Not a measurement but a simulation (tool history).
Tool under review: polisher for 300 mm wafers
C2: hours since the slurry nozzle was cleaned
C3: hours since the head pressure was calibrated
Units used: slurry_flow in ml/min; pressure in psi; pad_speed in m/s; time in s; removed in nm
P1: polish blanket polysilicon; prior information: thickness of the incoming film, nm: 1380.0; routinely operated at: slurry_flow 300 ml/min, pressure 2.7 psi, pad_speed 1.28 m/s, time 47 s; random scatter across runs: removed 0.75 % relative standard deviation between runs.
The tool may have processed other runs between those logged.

run 1 hour=6.3 | slurry_flow=300 pressure=2.7 pad_speed=1.28 time=47 | wafers_polished_on_this_pad=301 C2=158.0 C3=524.5 | removed=462.91
run 2 hour=10.8 | slurry_flow=300 pressure=1.5 pad_speed=1.28 time=47 | wafers_polished_on_this_pad=338 C2=162.5 C3=529.0 | removed=255.09
run 3 hour=14.8 | slurry_flow=300 pressure=2.7 pad_speed=0.58 time=47 | wafers_polished_on_this_pad=371 C2=166.5 C3=533.0 | removed=211.02
run 4 hour=21.2 | slurry_flow=300 pressure=2.7 pad_speed=1.28 time=47 | wafers_polished_on_this_pad=424 C2=172.9 C3=539.4 | removed=465.54
run 5 hour=26.6 | slurry_flow=300 pressure=2.7 pad_speed=1.28 time=47 | wafers_polished_on_this_pad=468 C2=178.3 C3=544.8 | removed=460.40
run 6 hour=30.6 | slurry_flow=420 pressure=2.7 pad_speed=1.28 time=34 | wafers_polished_on_this_pad=501 C2=182.3 C3=548.8 | removed=338.27
run 7 hour=36.3 | slurry_flow=300 pressure=4.0 pad_speed=1.28 time=47 | wafers_polished_on_this_pad=548 C2=188.0 C3=554.5 | removed=680.35
run 8 hour=40.8 | slurry_flow=300 pressure=2.7 pad_speed=1.28 time=47 | wafers_polished_on_this_pad=585 C2=192.5 C3=559.0 | removed=456.86
run 9 hour=46.7 | slurry_flow=300 pressure=2.7 pad_speed=1.28 time=32 | wafers_polished_on_this_pad=633 C2=198.4 C3=564.9 | removed=314.74
run 10 hour=50.8 | slurry_flow=400 pressure=2.7 pad_speed=1.28 time=47 | wafers_polished_on_this_pad=667 C2=202.5 C3=569.0 | removed=470.15
-- hour=52.8 worn pad replaced by a new one
run 11 hour=56.0 | slurry_flow=300 pressure=2.7 pad_speed=1.28 time=47 | wafers_polished_on_this_pad=26 C2=207.7 C3=574.2 | removed=461.04
run 12 hour=60.4 | slurry_flow=180 pressure=2.7 pad_speed=1.28 time=47 | wafers_polished_on_this_pad=62 C2=212.1 C3=578.6 | removed=433.01
run 13 hour=65.3 | slurry_flow=300 pressure=2.7 pad_speed=1.28 time=60 | wafers_polished_on_this_pad=102 C2=217.0 C3=583.5 | removed=584.19
run 14 hour=69.7 | slurry_flow=300 pressure=2.7 pad_speed=1.98 time=47 | wafers_polished_on_this_pad=138 C2=221.4 C3=587.9 | removed=706.34
run 15 hour=74.8 | slurry_flow=300 pressure=2.7 pad_speed=1.28 time=47 | wafers_polished_on_this_pad=180 C2=226.5 C3=593.0 | removed=457.49

What will run 16 give?
run 16 hour=78.2 | slurry_flow=225 pressure=2.7 pad_speed=0.80 time=47 | wafers_polished_on_this_pad=208 C2=229.9 C3=596.4 | removed=?

removed: 276.92 nm
